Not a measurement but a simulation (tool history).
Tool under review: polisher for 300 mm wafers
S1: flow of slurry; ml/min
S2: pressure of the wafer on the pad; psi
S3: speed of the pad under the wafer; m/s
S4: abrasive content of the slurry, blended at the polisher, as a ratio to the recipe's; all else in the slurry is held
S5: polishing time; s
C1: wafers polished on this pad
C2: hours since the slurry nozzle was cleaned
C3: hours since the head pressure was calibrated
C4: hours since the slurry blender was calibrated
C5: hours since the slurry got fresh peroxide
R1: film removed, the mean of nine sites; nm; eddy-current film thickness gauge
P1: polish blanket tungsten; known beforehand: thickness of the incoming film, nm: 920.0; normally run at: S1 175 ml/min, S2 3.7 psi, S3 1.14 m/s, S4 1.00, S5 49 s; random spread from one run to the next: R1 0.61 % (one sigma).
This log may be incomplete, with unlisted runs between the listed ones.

run 1 hour=4.2 | S1=175 S2=3.7 S3=1.14 S4=1.00 S5=49 | C1=234 C2=98.6 C3=193.2 C4=100.8 C5=50.9 | R1=284.52
run 2 hour=8.8 | S1=175 S2=3.7 S3=1.14 S4=1.00 S5=49 | C1=279 C2=103.2 C3=197.8 C4=105.4 C5=55.5 | R1=283.82
run 3 hour=11.4 | S1=175 S2=3.7 S3=1.14 S4=1.00 S5=49 | C1=305 C2=105.8 C3=200.4 C4=108.0 C5=58.1 | R1=283.72
run 4 hour=15.4 | S1=175 S2=4.9 S3=1.14 S4=1.00 S5=49 | C1=345 C2=109.8 C3=204.4 C4=112.0 C5=62.1 | R1=377.21
run 5 hour=20.6 | S1=175 S2=3.7 S3=0.56 S4=1.50 S5=49 | C1=396 C2=115.0 C3=209.6 C4=117.2 C5=67.3 | R1=153.84
run 6 hour=25.2 | S1=175 S2=1.7 S3=1.14 S4=1.00 S5=49 | C1=442 C2=119.6 C3=214.2 C4=121.8 C5=71.9 | R1=128.54
run 7 hour=28.0 | S1=175 S2=3.7 S3=1.70 S4=1.00 S5=49 | C1=470 C2=122.4 C3=217.0 C4=124.6 C5=74.7 | R1=420.16
run 8 hour=31.4 | S1=175 S2=3.7 S3=1.14 S4=1.00 S5=75 | C1=503 C2=125.8 C3=220.4 C4=128.0 C5=78.1 | R1=432.60
run 9 hour=36.3 | S1=175 S2=3.7 S3=1.14 S4=1.45 S5=24 | C1=552 C2=130.7 C3=225.3 C4=132.9 C5=83.0 | R1=151.95
run 10 hour=40.5 | S1=175 S2=3.7 S3=1.14 S4=1.25 S5=49 | C1=593 C2=134.9 C3=229.5 C4=137.1 C5=87.2 | R1=296.13
run 11 hour=45.4 | S1=175 S2=3.7 S3=1.14 S4=1.00 S5=49 | C1=642 C2=139.8 C3=234.4 C4=142.0 C5=92.1 | R1=284.22
run 12 hour=48.8 | S1=175 S2=3.7 S3=1.14 S4=0.60 S5=49 | C1=676 C2=143.2 C3=237.8 C4=145.4 C5=95.5 | R1=252.04
run 13 hour=52.6 | S1=105 S2=3.7 S3=1.14 S4=1.00 S5=49 | C1=713 C2=147.0 C3=241.6 C4=149.2 C5=99.3 | R1=256.47
run 14 hour=55.8 | S1=250 S2=3.7 S3=1.74 S4=1.00 S5=49 | C1=745 C2=150.2 C3=244.8 C4=152.4 C5=102.5 | R1=456.11
run 15 hour=61.0 | S1=175 S2=3.7 S3=1.14 S4=1.00 S5=49 | C1=796 C2=155.4 C3=250.0 C4=157.6 C5=107.7 | R1=279.79
run 16 hour=65.6 | S1=265 S2=3.7 S3=1.14 S4=1.00 S5=49 | C1=842 C2=160.0 C3=254.6 C4=162.2 C5=112.3 | R1=298.79
run 17 hour=68.8 | S1=175 S2=3.7 S3=1.14 S4=1.00 S5=49 | C1=874 C2=163.2 C3=257.8 C4=165.4 C5=115.5 | R1=282.78
run 18 hour=73.6 | S1=175 S2=3.7 S3=1.14 S4=1.00 S5=31 | C1=921 C2=168.0 C3=262.6 C4=170.2 C5=120.3 | R1=179.57
run 19 hour=78.2 | S1=175 S2=3.7 S3=0.64 S4=1.00 S5=49 | C1=967 C2=172.6 C3=267.2 C4=174.8 C5=124.9 | R1=158.67
run 20 hour=80.8 | S1=175 S2=3.7 S3=1.14 S4=1.00 S5=49 | C1=993 C2=175.2 C3=269.8 C4=177.4 C5=127.5 | R1=286.29
run 21 hour=84.8 | S1=175 S2=3.7 S3=1.14 S4=1.00 S5=49 | C1=1032 C2=179.2 C3=273.8 C4=181.4 C5=131.5 | R1=275.68
run 22 hour=89.0 | S1=175 S2=3.7 S3=1.14 S4=1.00 S5=49 | C1=1074 C2=183.4 C3=278.0 C4=185.6 C5=135.7 | R1=270.87
run 23 hour=92.5 | S1=175 S2=3.7 S3=1.14 S4=1.00 S5=49 | C1=1109 C2=186.9 C3=281.5 C4=189.1 C5=139.2 | R1=264.38
-- hour=94.1 slurry blender recalibrated
-- hour=96.0 worn pad replaced by a new one
run 24 hour=96.9 | S1=175 S2=3.7 S3=1.14 S4=1.00 S5=49 | C1=9 C2=191.3 C3=285.9 C4=2.9 C5=143.6 | R1=265.57
-- hour=100.7 slurry tank refilled with fresh slurry and peroxide
run 25 hour=101.1 | S1=175 S2=3.7 S3=1.14 S4=1.00 S5=49 | C1=51 C2=195.5 C3=290.1 C4=7.1 C5=0.5 | R1=265.19
run 26 hour=105.3 | S1=175 S2=3.7 S3=1.14 S4=1.00 S5=49 | C1=92 C2=199.7 C3=294.3 C4=11.3 C5=4.7 | R1=263.06
run 27 hour=109.1 | S1=175 S2=3.7 S3=1.14 S4=1.00 S5=49 | C1=130 C2=203.5 C3=298.1 C4=15.1 C5=8.5 | R1=264.38
run 28 hour=112.6 | S1=175 S2=3.7 S3=1.14 S4=1.00 S5=49 | C1=165 C2=207.0 C3=301.6 C4=18.6 C5=12.0 | R1=259.84

Something has made what P1 gives creep away from where it was; the 2 causes below, each at its own stated size, fit the log equally well:
A: head's pressure below its setpoint, % = 7.39
B: slurry flow missing at the pad, % = 34.5
The drift started at roughly hour 80.8.
Why every other cause is out:
removal rate lost through wear of the pad, %: maintenance at hour 96.0, after the shift began, did not return the process to its former output
abrasive missing from the slurry, %: maintenance at hour 94.1, after the shift began, did not return the process to its former output
peroxide lost from the slurry, %: maintenance at hour 100.7, after the shift began, did not return the process to its former output

Of the 4 check runs listed below, each run on one wafer and each result written as a question mark, which would let you distinguish the listed causes because they would give clearly different results?
run check 1 hour=116.1 | S1=175 S2=1.9 S3=1.14 S4=1.00 S5=39 | R1=?
run check 2 hour=116.1 | S1=105 S2=3.7 S3=1.14 S4=1.00 S5=49 | R1=?
run check 3 hour=116.1 | S1=175 S2=3.7 S3=0.70 S4=1.00 S5=49 | R1=?
run check 4 hour=116.1 | S1=175 S2=1.7 S3=1.14 S4=1.00 S5=49 | R1=?

How each check would come out, cause by cause:
check=check_1 result=R1 if_A=107.15 if_B=107.15
check=check_2 result=R1 if_A=238.00 if_B=227.72
check=check_3 result=R1 if_A=160.98 if_B=160.98
check=check_4 result=R1 if_A=120.45 if_B=120.45
Gap, in per cent, between the two causes that each check separates least, read from the result that separates them most: check 1 0 %; check 2 4.42 %; check 3 0 %; check 4 0 %
Of the check runs offered, only check 2 discriminates between the causes; the rest would read about the same regardless of which cause applies.

With check 2 done, the readings were: R1 227.73 nm. Identify which of the listed causes applies.

The correct cause is B, namely: slurry flow missing at the pad, %.
